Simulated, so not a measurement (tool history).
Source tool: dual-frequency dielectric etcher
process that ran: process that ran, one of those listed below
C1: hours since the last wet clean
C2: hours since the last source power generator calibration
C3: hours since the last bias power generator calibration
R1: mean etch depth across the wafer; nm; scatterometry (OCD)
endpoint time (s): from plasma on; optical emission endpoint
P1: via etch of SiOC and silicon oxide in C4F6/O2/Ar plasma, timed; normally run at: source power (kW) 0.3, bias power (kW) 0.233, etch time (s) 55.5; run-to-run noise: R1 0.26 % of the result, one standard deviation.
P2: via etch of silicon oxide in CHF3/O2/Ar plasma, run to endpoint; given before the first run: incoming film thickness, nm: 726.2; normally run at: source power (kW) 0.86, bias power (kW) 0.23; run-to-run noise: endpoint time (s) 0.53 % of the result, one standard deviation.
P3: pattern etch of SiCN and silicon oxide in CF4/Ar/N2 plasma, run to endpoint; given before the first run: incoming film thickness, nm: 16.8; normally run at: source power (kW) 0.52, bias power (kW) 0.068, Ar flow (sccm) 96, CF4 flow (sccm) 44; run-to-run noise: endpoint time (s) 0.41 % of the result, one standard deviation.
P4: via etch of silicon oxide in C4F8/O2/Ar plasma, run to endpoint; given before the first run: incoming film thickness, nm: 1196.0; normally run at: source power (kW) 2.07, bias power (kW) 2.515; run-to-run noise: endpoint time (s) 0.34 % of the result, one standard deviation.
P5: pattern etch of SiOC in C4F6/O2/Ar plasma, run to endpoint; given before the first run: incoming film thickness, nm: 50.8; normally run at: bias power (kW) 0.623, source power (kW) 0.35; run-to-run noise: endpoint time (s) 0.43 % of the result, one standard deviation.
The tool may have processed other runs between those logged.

Run 1, hour 7.6: process that ran P1, source power (kW) 0.3, bias power (kW) 0.233, etch time (s) 55.5; C1 66.3; C2 1230.6; C3 1794.8. Result: R1 61.43 nm.
Run 2, hour 11.2: process that ran P3, source power (kW) 0.52, bias power (kW) 0.068, Ar flow (sccm) 96, CF4 flow (sccm) 44; C1 69.9; C2 1234.2; C3 1798.4. Result: endpoint time (s) 18.624.
Run 3, hour 18: process that ran P5, source power (kW) 0.35, bias power (kW) 0.761; C1 76.7; C2 1241; C3 1805.2. Result: endpoint time (s) 15.42.
Run 4, hour 22.4: process that ran P5, source power (kW) 0.35, bias power (kW) 0.623; C1 81.1; C2 1245.4; C3 1809.6. Result: endpoint time (s) 16.503.
Run 5, hour 28.7: process that ran P3, source power (kW) 0.52, bias power (kW) 0.068, Ar flow (sccm) 136, CF4 flow (sccm) 44; C1 87.4; C2 1251.7; C3 1815.9. Result: endpoint time (s) 19.717.
Run 6, hour 32.4: process that ran P2, source power (kW) 0.86, bias power (kW) 0.174; C1 91.1; C2 1255.4; C3 1819.6. Result: endpoint time (s) 322.33.
Run 7, hour 40: process that ran P4, source power (kW) 2.75, bias power (kW) 2.515; C1 98.7; C2 1263; C3 1827.2. Result: endpoint time (s) 191.85.
Run 8, hour 44.5: process that ran P3, source power (kW) 0.52, bias power (kW) 0.068, Ar flow (sccm) 96, CF4 flow (sccm) 44; C1 103.2; C2 1267.5; C3 1831.7. Result: endpoint time (s) 18.6.
Run 9, hour 48.4: process that ran P2, source power (kW) 1.19, bias power (kW) 0.23; C1 107.1; C2 1271.4; C3 1835.6. Result: endpoint time (s) 257.85.
Run 10, hour 53.2: process that ran P2, source power (kW) 0.86, bias power (kW) 0.23; C1 111.9; C2 1276.2; C3 1840.4. Result: endpoint time (s) 290.8.
At hour 57.1: source power generator calibrated.
Run 11, hour 59: process that ran P4, source power (kW) 2.07, bias power (kW) 2.515; C1 117.7; C2 2; C3 1846.2. Result: endpoint time (s) 214.19.
Run 12, hour 64: process that ran P3, source power (kW) 0.69, bias power (kW) 0.068, Ar flow (sccm) 96, CF4 flow (sccm) 44; C1 122.7; C2 7; C3 1851.2. Result: endpoint time (s) 14.547.
Run 13, hour 71.1: process that ran P1, source power (kW) 0.23, bias power (kW) 0.233, etch time (s) 55.5; C1 129.8; C2 14.1; C3 1858.3. Result: R1 55.816 nm.
Run 14, hour 78.4: process that ran P3, source power (kW) 0.52, bias power (kW) 0.068, Ar flow (sccm) 96, CF4 flow (sccm) 58; C1 137.1; C2 21.4; C3 1865.6. Result: endpoint time (s) 17.942.
Run 15, hour 84.9: process that ran P3, source power (kW) 0.52, bias power (kW) 0.089, Ar flow (sccm) 96, CF4 flow (sccm) 44; C1 143.6; C2 27.9; C3 1872.1. Result: endpoint time (s) 16.816.
Run 16, hour 90: process that ran P1, source power (kW) 0.42, bias power (kW) 0.233, etch time (s) 55.5; C1 148.7; C2 33; C3 1877.2. Result: R1 70.146 nm.
Run 17, hour 93.8: process that ran P1, source power (kW) 0.3, bias power (kW) 0.19, etch time (s) 55.5; C1 152.5; C2 36.8; C3 1881. Result: R1 57.332 nm.
Run 18, hour 100.2: process that ran P5, source power (kW) 0.35, bias power (kW) 0.623; C1 158.9; C2 43.2; C3 1887.4. Result: endpoint time (s) 16.604.
Run 19, hour 106.2: process that ran P1, source power (kW) 0.3, bias power (kW) 0.325, etch time (s) 55.5; C1 164.9; C2 49.2; C3 1893.4. Result: R1 69.215 nm.
Run 20, hour 113.4: process that ran P1, source power (kW) 0.3, bias power (kW) 0.233, etch time (s) 55.5; C1 172.1; C2 56.4; C3 1900.6. Result: R1 61.953 nm.
Run 21, hour 121.1: process that ran P1, source power (kW) 0.3, bias power (kW) 0.233, etch time (s) 55.5; C1 179.8; C2 64.1; C3 1908.3. Result: R1 61.443 nm.
Run 22, hour 126.8: process that ran P2, source power (kW) 0.86, bias power (kW) 0.23; C1 185.5; C2 69.8; C3 1914. Result: endpoint time (s) 291.51.
Run 23, hour 132.9: process that ran P1, source power (kW) 0.3, bias power (kW) 0.233, etch time (s) 40.5; C1 191.6; C2 75.9; C3 1920.1. Result: R1 44.978 nm.
Run 24, hour 136.9: process that ran P5, source power (kW) 0.23, bias power (kW) 0.623; C1 195.6; C2 79.9; C3 1924.1. Result: endpoint time (s) 19.256.
Run 25, hour 141.4: process that ran P1, source power (kW) 0.3, bias power (kW) 0.233, etch time (s) 55.5; C1 200.1; C2 84.4; C3 1928.6. Result: R1 61.657 nm.
Run 26, hour 147.6: process that ran P1, source power (kW) 0.3, bias power (kW) 0.233, etch time (s) 71.5; C1 206.3; C2 90.6; C3 1934.8. Result: R1 79.098 nm.
Run 27, hour 152.2: process that ran P4, source power (kW) 2.07, bias power (kW) 3.059; C1 210.9; C2 95.2; C3 1939.4. Result: endpoint time (s) 202.26.
Run 28, hour 158.4: process that ran P1, source power (kW) 0.3, bias power (kW) 0.233, etch time (s) 55.5; C1 217.1; C2 101.4; C3 1945.6. Result: R1 61.857 nm.
Run 29, hour 164.1: process that ran P1, source power (kW) 0.3, bias power (kW) 0.3, etch time (s) 81; C1 222.8; C2 107.1; C3 1951.3. Result: R1 98.083 nm.
Run 30, hour 168.5: process that ran P1, source power (kW) 0.3, bias power (kW) 0.233, etch time (s) 55.5; C1 227.2; C2 111.5; C3 1955.7. Result: R1 61.728 nm.
Run 31, hour 172.7: process that ran P1, source power (kW) 0.3, bias power (kW) 0.233, etch time (s) 55.5; C1 231.4; C2 115.7; C3 1959.9. Result: R1 61.319 nm.
Run 32, hour 177.4: process that ran P1, source power (kW) 0.3, bias power (kW) 0.233, etch time (s) 55.5; C1 236.1; C2 120.4; C3 1964.6. Result: R1 61.006 nm.
Run 33, hour 183.9: process that ran P1, source power (kW) 0.3, bias power (kW) 0.233, etch time (s) 55.5; C1 242.6; C2 126.9; C3 1971.1. Result: R1 60.819 nm.
Run 34, hour 191.7: process that ran P1, source power (kW) 0.3, bias power (kW) 0.233, etch time (s) 55.5; C1 250.4; C2 134.7; C3 1978.9. Result: R1 60.694 nm.
At hour 195.8: wet clean of the chamber.
Run 35, hour 199.3: process that ran P1, source power (kW) 0.3, bias power (kW) 0.233, etch time (s) 55.5; C1 3.6; C2 142.3; C3 1986.5. Result: R1 60.792 nm.
Run 36, hour 203.2: process that ran P1, source power (kW) 0.3, bias power (kW) 0.233, etch time (s) 55.5; C1 7.5; C2 146.2; C3 1990.4. Result: R1 60.919 nm.
Run 37, hour 209.4: process that ran P1, source power (kW) 0.3, bias power (kW) 0.233, etch time (s) 55.5; C1 13.7; C2 152.4; C3 1996.6. Result: R1 60.651 nm.
Run 38, hour 214.1: process that ran P1, source power (kW) 0.3, bias power (kW) 0.233, etch time (s) 55.5; C1 18.4; C2 157.1; C3 2001.3. Result: R1 60.423 nm.

Compared with where it was, what P1 gives has crept away. Each cause listed below fits the log as well as the rest, at the size given for it:
A: source power that arrives under what is set, % = 4.2
B: bias power that arrives under what is set, % = 4.62
The drift started at roughly hour 168.5.
Every other cause this tool's parts could produce, and why it does not fit the log:
chamber walls in a state that lowers the etch rate, %: maintenance at hour 195.8, after the shift began, did not return the process to its former output

The list below offers 4 check runs, each averaging the results of 2 wafers, and shows each result as a question mark. For which of them would the listed causes give clearly different results?
Run check 1, hour 218.8: process that ran P5, source power (kW) 0.35, bias power (kW) 0.623. Result: endpoint time (s) ?.
Run check 2, hour 218.8: process that ran P2, source power (kW) 0.86, bias power (kW) 0.23. Result: endpoint time (s) ?.
Run check 3, hour 218.8: process that ran P3, source power (kW) 0.52, bias power (kW) 0.068, Ar flow (sccm) 96, CF4 flow (sccm) 44. Result: endpoint time (s) ?.
Run check 4, hour 218.8: process that ran P4, source power (kW) 2.07, bias power (kW) 2.515. Result: endpoint time (s) ?.

Check results expected under each cause:
  check             result    if A    if B
check 1  endpoint time (s)  16.872  16.916
check 2  endpoint time (s)  297.62  297.59
check 3  endpoint time (s)  19.326  18.925
check 4  endpoint time (s)  218.17  217.55
Minimum pairwise separation of causes per check, each pair taken at its best-separating result: check 1 0.26 %; check 2 0.01 %; check 3 2.1 %; check 4 0.28 %
Check 3 tells the causes apart: in the others they would give nearly the same result.

Check 3 was then run and gave: endpoint time (s) 18.924. Which cause is it?

It is B: bias power that arrives under what is set, %.

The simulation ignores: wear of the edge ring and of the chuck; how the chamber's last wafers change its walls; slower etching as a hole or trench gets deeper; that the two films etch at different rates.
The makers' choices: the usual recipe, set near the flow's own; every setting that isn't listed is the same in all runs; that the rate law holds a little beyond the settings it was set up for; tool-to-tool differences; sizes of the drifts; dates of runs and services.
